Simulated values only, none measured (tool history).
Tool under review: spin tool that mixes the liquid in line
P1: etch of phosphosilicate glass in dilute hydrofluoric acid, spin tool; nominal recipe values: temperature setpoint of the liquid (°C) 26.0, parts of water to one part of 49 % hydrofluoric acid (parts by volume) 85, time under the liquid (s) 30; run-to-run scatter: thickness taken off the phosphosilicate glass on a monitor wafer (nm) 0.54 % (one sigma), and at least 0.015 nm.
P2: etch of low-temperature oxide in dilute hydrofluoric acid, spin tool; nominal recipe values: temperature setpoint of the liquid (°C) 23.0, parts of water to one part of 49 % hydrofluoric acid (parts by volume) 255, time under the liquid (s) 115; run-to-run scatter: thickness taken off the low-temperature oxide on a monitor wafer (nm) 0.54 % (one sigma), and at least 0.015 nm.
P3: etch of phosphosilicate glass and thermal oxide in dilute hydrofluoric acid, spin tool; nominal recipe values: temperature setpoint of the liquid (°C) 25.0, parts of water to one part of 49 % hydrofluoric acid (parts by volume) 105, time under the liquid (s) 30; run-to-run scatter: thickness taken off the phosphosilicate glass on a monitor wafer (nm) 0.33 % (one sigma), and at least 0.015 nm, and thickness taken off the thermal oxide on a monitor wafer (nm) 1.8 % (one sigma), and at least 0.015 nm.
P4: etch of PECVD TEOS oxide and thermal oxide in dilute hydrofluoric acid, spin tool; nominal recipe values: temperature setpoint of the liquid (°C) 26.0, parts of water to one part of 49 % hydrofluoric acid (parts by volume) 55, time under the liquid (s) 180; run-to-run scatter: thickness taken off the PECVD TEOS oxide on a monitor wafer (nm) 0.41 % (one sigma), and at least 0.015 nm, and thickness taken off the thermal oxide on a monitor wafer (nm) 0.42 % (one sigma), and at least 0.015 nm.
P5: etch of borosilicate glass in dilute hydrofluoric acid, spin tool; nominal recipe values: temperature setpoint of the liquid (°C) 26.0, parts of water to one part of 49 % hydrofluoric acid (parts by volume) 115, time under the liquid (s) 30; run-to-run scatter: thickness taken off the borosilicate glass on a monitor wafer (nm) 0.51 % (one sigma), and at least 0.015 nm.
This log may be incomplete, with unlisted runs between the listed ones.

run	hour	process that ran	temperature setpoint of the liquid (°C)	parts of water to one part of 49 % hydrofluoric acid (parts by volume)	time under the liquid (s)	thickness taken off the phosphosilicate glass on a monitor wafer (nm)	thickness taken off the PECVD TEOS oxide on a monitor wafer (nm)	thickness taken off the thermal oxide on a monitor wafer (nm)	thickness taken off the borosilicate glass on a monitor wafer (nm)	thickness taken off the low-temperature oxide on a monitor wafer (nm)
1	4.2	P1	26.0	85	30	37.133				
2	8.3	P4	26.0	105	180		16.009	8.87530		
3	11.3	P1	26.0	125	30	23.748				
4	14.5	P1	26.0	50	30	65.959				
5	19.3	P5	26.0	115	30				8.1230	
6	24.9	P5	26.0	115	30				8.1369	
7	28.0	P2	23.0	255	115					8.5309
8	31.7	P2	23.0	255	225					16.7380
9	35.0	P1	26.0	85	65	80.225				
10	40.6	P2	17.0	255	115					6.8532
11	43.4	P1	26.0	115	45	39.339				
12	49.4	P1	19.5	85	30	28.528				
13	52.3	P5	26.0	115	15				4.0681	
# hour 55.0: hydrofluoric acid flow meter replaced
14	57.4	P3	19.0	105	30	25.503		1.11240		
15	61.6	P3	25.0	175	30	17.817		0.74302		
16	66.3	P2	23.0	440	115					4.1985
17	70.6	P1	26.0	85	30	37.157				
18	76.3	P1	31.0	85	30	44.682				
19	79.5	P5	18.0	115	30				5.8753	
20	82.9	P1	26.0	85	15	18.509				
21	86.3	P1	26.0	85	30	36.944				
22	91.3	P1	26.0	85	30	36.927				
23	95.6	P1	26.0	85	30	37.047				
24	101.5	P4	30.5	55	180		38.742	21.52500		
25	104.5	P5	26.0	35	30				29.8280	
# hour 109.5: thermometer replaced
26	110.1	P3	25.0	105	30	32.328		1.42390		
27	113.8	P1	26.0	85	30	37.034				
28	118.1	P4	26.0	55	345		62.165	34.54300		
29	122.9	P3	25.0	105	15	16.208		0.72119		
30	125.6	P4	26.0	55	180		32.522	17.99800		
31	129.6	P1	26.0	85	30	36.692				
32	135.3	P1	26.0	85	30	35.723				
33	140.4	P1	26.0	85	30	34.718				
34	143.4	P1	26.0	85	30	34.651				
35	146.5	P1	26.0	85	30	34.418				
36	149.5	P1	26.0	85	30	34.225				
37	152.7	P1	26.0	85	30	34.061				
38	158.7	P1	26.0	85	30	33.755				
39	161.9	P1	26.0	85	30	34.188				
40	167.6	P1	26.0	85	30	33.833				
41	172.8	P1	26.0	85	30	33.809				

P1 has crept away from where it was. The log is fitted equally well by each of these 2 causes, at the sizes shown:
A: hydrofluoric acid flow below the setpoint (%) = 7.84
B: liquid colder than its thermometer reads (K) = 2.3
Onset of the creep was near hour 129.6.

Each of the check runs listed below is run on 2 wafers and reports their average, with the results left as question marks. Pick the one under which the possible causes would lead to clearly different results.
check 1	178.0	P2	23.0	380	115					?
check 2	178.0	P4	29.5	75	180		?	?		
check 3	178.0	P3	20.5	105	30	?		?		
check 4	178.0	P5	20.0	115	15				?	

What every check run would give for each of its results, assuming each possible cause in turn:
check	result	if A	if B
check 1	thickness taken off the low-temperature oxide on a monitor wafer (nm)	4.5759	4.7223
check 2	thickness taken off the PECVD TEOS oxide on a monitor wafer (nm)	24.252	24.287
check 2	thickness taken off the thermal oxide on a monitor wafer (nm)	13.45500	13.47500
check 3	thickness taken off the phosphosilicate glass on a monitor wafer (nm)	24.686	24.608
check 3	thickness taken off the thermal oxide on a monitor wafer (nm)	1.08120	1.07780
check 4	thickness taken off the borosilicate glass on a monitor wafer (nm)	2.9179	2.9111
How far apart the two closest causes lie, in the result that separates them most: check 1 3.15 %; check 2 0.14 %; check 3 0.31 %; check 4 0.23 %
The other checks would show nearly matching results whichever cause is true, so check 1 is the only one that separates the causes.

The results of check 1 are: thickness taken off the low-temperature oxide on a monitor wafer (nm) 4.7203. Based on these, which of the listed causes is it?

It is B: liquid colder than its thermometer reads (K).
